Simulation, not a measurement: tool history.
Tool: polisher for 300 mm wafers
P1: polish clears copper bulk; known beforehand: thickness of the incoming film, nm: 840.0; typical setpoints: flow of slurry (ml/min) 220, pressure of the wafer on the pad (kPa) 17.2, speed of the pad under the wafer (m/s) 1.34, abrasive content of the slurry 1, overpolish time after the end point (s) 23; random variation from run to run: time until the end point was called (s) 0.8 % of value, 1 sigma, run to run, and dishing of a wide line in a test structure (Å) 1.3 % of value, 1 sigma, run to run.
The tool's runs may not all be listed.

| run | hour | flow of slurry (ml/min) | pressure of the wafer on the pad (kPa) | speed of the pad under the wafer (m/s) | abrasive content of the slurry | overpolish time after the end point (s) | wafers polished on this pad | hours since the slurry nozzle was cleaned | hours since the head pressure was calibrated | hours since the slurry blender was calibrated | time until the end point was called (s) | dishing of a wide line in a test structure (Å) |
|---|---|---|---|---|---|---|---|---|---|---|---|---|
| 1 | 16 | 220 | 17.2 | 1.34 | 1 | 23 | 678 | 200.9 | 408.5 | 192.8 | 95.557 | 945.44 |
| 2 | 25.2 | 220 | 17.2 | 1.34 | 1.45 | 23 | 789 | 210.1 | 417.7 | 202 | 86.05 | 971.42 |
| 3 | 35.2 | 220 | 17.2 | 1.34 | 0.65 | 23 | 909 | 220.1 | 427.7 | 212 | 103.01 | 905.72 |
| 4 | 43.9 | 340 | 17.2 | 1.34 | 1 | 23 | 1013 | 228.8 | 436.4 | 220.7 | 89.299 | 948.94 |
| 5 | 52.5 | 220 | 17.2 | 1.34 | 1 | 23 | 1116 | 237.4 | 445 | 229.3 | 96.1 | 940.66 |
| 6 | 68.4 | 220 | 17.2 | 0.84 | 1 | 37 | 1306 | 253.3 | 460.9 | 245.2 | 150.26 | 957.39 |
| 7 | 77 | 220 | 7.6 | 1.34 | 1 | 23 | 1409 | 261.9 | 469.5 | 253.8 | 214.52 | 528.82 |
| 8 | 92.8 | 220 | 17.2 | 1.34 | 1 | 23 | 1599 | 277.7 | 485.3 | 269.6 | 94.295 | 938.12 |
| 9 | 101.1 | 220 | 17.2 | 1.34 | 1 | 7 | 1698 | 286 | 493.6 | 277.9 | 95.124 | 435.46 |
| 10 | 109.3 | 220 | 17.2 | 1.34 | 1 | 39 | 1796 | 294.2 | 501.8 | 286.1 | 94.715 | 1111 |
| 11 | 123.3 | 220 | 26.9 | 1.34 | 1 | 23 | 1964 | 308.2 | 515.8 | 300.1 | 60.782 | 1177.1 |
| 12 | 133.8 | 220 | 17.2 | 1.34 | 1 | 23 | 2090 | 318.7 | 526.3 | 310.6 | 94.314 | 953.55 |
| 13 | 147.6 | 220 | 17.2 | 1.34 | 1 | 23 | 2255 | 332.5 | 540.1 | 324.4 | 95.642 | 930.67 |
| 14 | 161.6 | 220 | 17.2 | 0.84 | 1 | 23 | 2423 | 346.5 | 554.1 | 338.4 | 152.19 | 727.71 |
| 15 | 169 | 220 | 17.2 | 2 | 1 | 23 | 2512 | 353.9 | 561.5 | 345.8 | 63.395 | 1053.8 |
| 16 | 177.9 | 130 | 17.2 | 1.34 | 1 | 23 | 2618 | 362.8 | 570.4 | 354.7 | 102.88 | 926.09 |
| 17 | 185.9 | 220 | 17.2 | 1.34 | 1 | 23 | 2714 | 370.8 | 578.4 | 362.7 | 93.612 | 935.64 |
| 18 | 195.7 | 220 | 17.2 | 1.34 | 1 | 23 | 2832 | 380.6 | 588.2 | 372.5 | 96.114 | 929.23 |
| 19 | 202.8 | 220 | 17.2 | 1.34 | 1 | 23 | 2917 | 387.7 | 595.3 | 379.6 | 96.642 | 924.61 |
| 20 | 218 | 220 | 17.2 | 1.34 | 1 | 23 | 3099 | 402.9 | 610.5 | 394.8 | 100.05 | 905.4 |
|  | 225.9 | head pressure recalibrated |
| 21 | 227.3 | 220 | 17.2 | 1.34 | 1 | 23 | 3210 | 412.2 | 1.5 | 404.1 | 99.409 | 920.04 |
|  | 234.4 | slurry blender recalibrated |
| 22 | 243 | 220 | 17.2 | 1.34 | 1 | 23 | 3398 | 427.9 | 17.2 | 8.7 | 100.77 | 926.35 |

For run 23, what comes out?
| 23 | 253.6 | 220 | 17.2 | 1.34 | 1 | 23 | 3525 | 438.5 | 27.8 | 19.3 | ? | ? |

time until the end point was called (s): 100.99
dishing of a wide line in a test structure (Å): 905.95
